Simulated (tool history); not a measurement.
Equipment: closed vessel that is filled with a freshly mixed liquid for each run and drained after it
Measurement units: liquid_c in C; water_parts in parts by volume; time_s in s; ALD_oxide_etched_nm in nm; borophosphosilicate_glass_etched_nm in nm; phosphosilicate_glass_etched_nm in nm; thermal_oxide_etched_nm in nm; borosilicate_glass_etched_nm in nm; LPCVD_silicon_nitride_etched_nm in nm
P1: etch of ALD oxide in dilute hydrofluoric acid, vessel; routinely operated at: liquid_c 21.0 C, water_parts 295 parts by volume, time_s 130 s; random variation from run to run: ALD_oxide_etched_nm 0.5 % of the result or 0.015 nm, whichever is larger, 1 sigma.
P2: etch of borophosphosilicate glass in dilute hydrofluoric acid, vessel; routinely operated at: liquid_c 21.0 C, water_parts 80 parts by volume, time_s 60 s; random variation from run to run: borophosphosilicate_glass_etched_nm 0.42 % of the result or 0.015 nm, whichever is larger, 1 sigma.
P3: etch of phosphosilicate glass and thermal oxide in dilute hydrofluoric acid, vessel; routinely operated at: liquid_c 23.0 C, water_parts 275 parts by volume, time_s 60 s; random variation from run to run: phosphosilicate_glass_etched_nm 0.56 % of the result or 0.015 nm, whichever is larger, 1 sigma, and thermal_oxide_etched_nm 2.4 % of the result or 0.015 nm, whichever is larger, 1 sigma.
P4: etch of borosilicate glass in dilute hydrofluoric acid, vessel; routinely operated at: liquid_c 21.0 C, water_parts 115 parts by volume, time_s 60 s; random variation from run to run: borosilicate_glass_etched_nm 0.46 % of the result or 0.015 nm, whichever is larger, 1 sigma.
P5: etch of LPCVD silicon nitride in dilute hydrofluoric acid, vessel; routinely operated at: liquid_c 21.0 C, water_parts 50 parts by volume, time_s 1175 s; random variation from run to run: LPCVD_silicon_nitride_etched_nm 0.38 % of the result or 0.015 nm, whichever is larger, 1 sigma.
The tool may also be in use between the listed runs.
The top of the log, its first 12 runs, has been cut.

| run | day | process | liquid_c | water_parts | time_s | hours since the thermometer was replaced | hours since the hydrofluoric acid flow meter was replaced | ALD_oxide_etched_nm | borophosphosilicate_glass_etched_nm | phosphosilicate_glass_etched_nm | thermal_oxide_etched_nm | borosilicate_glass_etched_nm | LPCVD_silicon_nitride_etched_nm |
|---|---|---|---|---|---|---|---|---|---|---|---|---|---|
| 13 | 4.704 | P5 | 24.5 | 50 | 1175 | 389.4 | 915.0 |  |  |  |  |  | 13.7740 |
| 14 | 5.092 | P5 | 21.0 | 50 | 1175 | 398.7 | 924.3 |  |  |  |  |  | 10.8620 |
| 15 | 5.533 | P4 | 21.0 | 205 | 60 | 409.3 | 934.9 |  |  |  |  | 8.5777 |  |
| 16 | 6.025 | P1 | 21.0 | 295 | 195 | 421.1 | 946.7 | 6.5180 |  |  |  |  |  |
| 17 | 6.462 | P1 | 21.0 | 295 | 65 | 431.6 | 957.2 | 2.1606 |  |  |  |  |  |
| 18 | 6.750 | P4 | 27.0 | 115 | 60 | 438.5 | 964.1 |  |  |  |  | 21.2270 |  |
| 19 | 7.050 | P2 | 29.0 | 80 | 60 | 445.7 | 971.3 |  | 69.907 |  |  |  |  |
| 20 | 7.417 | P1 | 17.0 | 535 | 130 | 454.5 | 980.1 | 1.7032 |  |  |  |  |  |
| 21 | 7.675 | P1 | 17.0 | 295 | 130 | 460.7 | 986.3 | 3.7107 |  |  |  |  |  |
| 22 | 8.162 | P2 | 21.0 | 80 | 100 | 472.4 | 998.0 |  | 84.850 |  |  |  |  |
| 23 | 8.375 | P5 | 21.0 | 20 | 1175 | 477.5 | 1003.1 |  |  |  |  |  | 26.2800 |
| 24 | 8.646 | P5 | 21.0 | 50 | 430 | 484.0 | 1009.6 |  |  |  |  |  | 3.9837 |
| 25 | 8.908 | P2 | 21.0 | 145 | 60 | 490.3 | 1015.9 |  | 26.084 |  |  |  |  |
| 26 | 9.346 | P3 | 23.0 | 115 | 60 | 500.8 | 1026.4 |  |  | 48.8860 | 2.32490 |  |  |
| 27 | 9.712 | P1 | 21.0 | 295 | 130 | 509.6 | 1035.2 | 4.3082 |  |  |  |  |  |
| 28 | 9.996 | P1 | 27.5 | 295 | 225 | 516.4 | 1042.0 | 9.4077 |  |  |  |  |  |

Estimate the outcome of run 29 from the log above:
| 29 | 10.375 | P1 | 21.0 | 295 | 130 | 525.5 | 1051.1 | ? |  |  |  |  |  |

ALD_oxide_etched_nm: 4.3371 nm
